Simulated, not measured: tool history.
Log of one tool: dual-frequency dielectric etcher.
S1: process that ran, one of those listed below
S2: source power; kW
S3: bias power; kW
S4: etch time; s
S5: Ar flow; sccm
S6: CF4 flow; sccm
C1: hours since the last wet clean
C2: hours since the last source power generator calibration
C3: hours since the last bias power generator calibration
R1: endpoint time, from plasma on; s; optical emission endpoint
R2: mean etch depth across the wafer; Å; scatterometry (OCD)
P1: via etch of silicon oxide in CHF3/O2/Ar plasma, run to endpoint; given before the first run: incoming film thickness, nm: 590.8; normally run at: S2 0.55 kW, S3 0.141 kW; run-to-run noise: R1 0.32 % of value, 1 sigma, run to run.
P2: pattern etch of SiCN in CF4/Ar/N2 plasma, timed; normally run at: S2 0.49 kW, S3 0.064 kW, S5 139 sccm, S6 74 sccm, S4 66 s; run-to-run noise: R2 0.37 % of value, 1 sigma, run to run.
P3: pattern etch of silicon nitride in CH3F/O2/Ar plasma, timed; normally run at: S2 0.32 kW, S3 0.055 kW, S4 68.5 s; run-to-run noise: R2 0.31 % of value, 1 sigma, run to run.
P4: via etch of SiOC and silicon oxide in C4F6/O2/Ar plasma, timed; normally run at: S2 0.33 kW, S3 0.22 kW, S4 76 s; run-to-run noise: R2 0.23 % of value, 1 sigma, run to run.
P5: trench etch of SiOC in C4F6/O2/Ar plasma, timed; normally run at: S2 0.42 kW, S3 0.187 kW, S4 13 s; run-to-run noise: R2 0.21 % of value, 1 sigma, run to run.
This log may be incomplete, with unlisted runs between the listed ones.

run	hour	S1	S2	S3	S4	S5	S6	C1	C2	C3	R1	R2
1	14.3	P1	0.55	0.141				220	508.1	2321.6	338.64	
2	21.9	P1	0.55	0.141				227.6	515.7	2329.2	338.17	
3	33.3	P3	0.32	0.055	68.5			239	527.1	2340.6		399.56
4	42.3	P4	0.33	0.264	76			248	536.1	2349.6		952.83
5	50.4	P1	0.55	0.178				256.1	544.2	2357.7	314.15	
6	62.2	P4	0.33	0.22	76			267.9	556	2369.5		890.62
7	76	P5	0.42	0.187	18			281.7	569.8	2383.3		386.23
8	83.9	P2	0.49	0.064	66	92	74	289.6	577.7	2391.2		622.69
9	93.8	P1	0.68	0.141				299.5	587.6	2401.1	311.91	
10	101.8	P5	0.42	0.187	13			307.5	595.6	2409.1		279.41
11	111.3	P5	0.32	0.187	13			317	605.1	2418.6		251.35
12	124.9	P4	0.33	0.22	57			330.6	618.7	2432.2		671.28
13	141.4	P1	0.43	0.177				347.1	635.2	2448.7	344.71	
14	153.7	P1	0.55	0.141				359.4	647.5	2461	339.21	
15	167.2	P4	0.33	0.22	76			372.9	661	2474.5		890.49
16	183.5	P5	0.42	0.259	13			389.2	677.3	2490.8		311.98
17	195	P3	0.32	0.055	90			400.7	688.8	2502.3		523.77
18	207	P3	0.32	0.04	68.5			412.7	700.8	2514.3		360.13
19	216.1	P1	0.55	0.141				421.8	709.9	2523.4	336.37	
20	231.7	P3	0.24	0.055	68.5			437.4	725.5	2539		357.44
21	241.6	P2	0.37	0.064	66	139	74	447.3	735.4	2548.9		461.45
22	257.2	P1	0.55	0.115				462.9	751	2564.5	361.28	
23	272.1	P1	0.33	0.106				477.8	765.9	2579.4	451.56	
24	288.9	P5	0.42	0.187	13			494.6	782.7	2596.2		279
25	301.3	P4	0.46	0.22	76			507	795.1	2608.6		1013
26	316.7	P2	0.49	0.064	66	139	90	522.4	810.5	2624		604.81
27	327.9	P1	0.68	0.107				533.6	821.7	2635.2	338.54	
28	335.4	P1	0.33	0.141				541.1	829.2	2642.7	411.81	
29	346.3	P2	0.49	0.064	66	139	74	552	840.1	2653.6		587.03
30	353.7	P2	0.49	0.039	66	139	74	559.4	847.5	2661		497.1
31	368.8	P2	0.49	0.064	42	139	74	574.5	862.6	2676.1		370.61
32	385.6	P1	0.55	0.141				591.3	879.4	2692.9	339.37	
33	399.6	P1	0.55	0.141				605.3	893.4	2706.9	340.09	
34	415.6	P1	0.55	0.141				621.3	909.4	2722.9	339.39	
35	427.5	P1	0.55	0.141				633.2	921.3	2734.8	343.08	
36	443.8	P1	0.55	0.141				649.5	937.6	2751.1	341.92	
37	460.7	P1	0.55	0.141				666.4	954.5	2768	341.61	
38	473.5	P1	0.55	0.141				679.2	967.3	2780.8	343.62	
39	483.1	P1	0.55	0.141				688.8	976.9	2790.4	344.48	
# hour 490.7: wet clean of the chamber
40	497.5	P1	0.55	0.141				6.9	991.3	2804.8	344.22	
41	512.1	P1	0.55	0.141				21.5	1005.9	2819.4	343.52	
42	528.5	P1	0.55	0.141				37.9	1022.3	2835.8	344.78	

Something has made what P1 gives creep away from where it was; the 2 causes below, each at its own stated size, fit the log equally well:
A: source power that arrives under what is set, % = 4.03
B: bias power that arrives under what is set, % = 4.86
The process output started creeping at around hour 399.6.
Other possible causes, and why each is ruled out:
chamber walls in a state that lowers the etch rate, %: was serviced at hour 490.7, once the creep was under way, yet the earlier output never came back

Of the 4 check runs below, each run on 2 wafers with the results averaged and each result still a question mark, which one would tell the listed causes apart?
check 1	544.9	P4	0.41	0.263	76							?
check 2	544.9	P3	0.32	0.055	80.5							?
check 3	544.9	P2	0.49	0.064	42.5	93	74					?
check 4	544.9	P5	0.42	0.259	13							?

Check results expected under each cause:
check	result	if A	if B
check 1	R2	1012.9	1011.3
check 2	R2	461.41	461.22
check 3	R2	387.64	395.49
check 4	R2	305.98	305.63
Gap, in per cent, between the two causes that each check separates least, read from the result that separates them most: check 1 0.16 %; check 2 0.04 %; check 3 2 %; check 4 0.11 %
Of the check runs offered, only check 3 discriminates between the causes; the rest would read about the same regardless of which cause applies.

Then check 3 was run and gave: R2 394.71 Å. Which cause is it?

It is B: bias power that arrives under what is set, %.
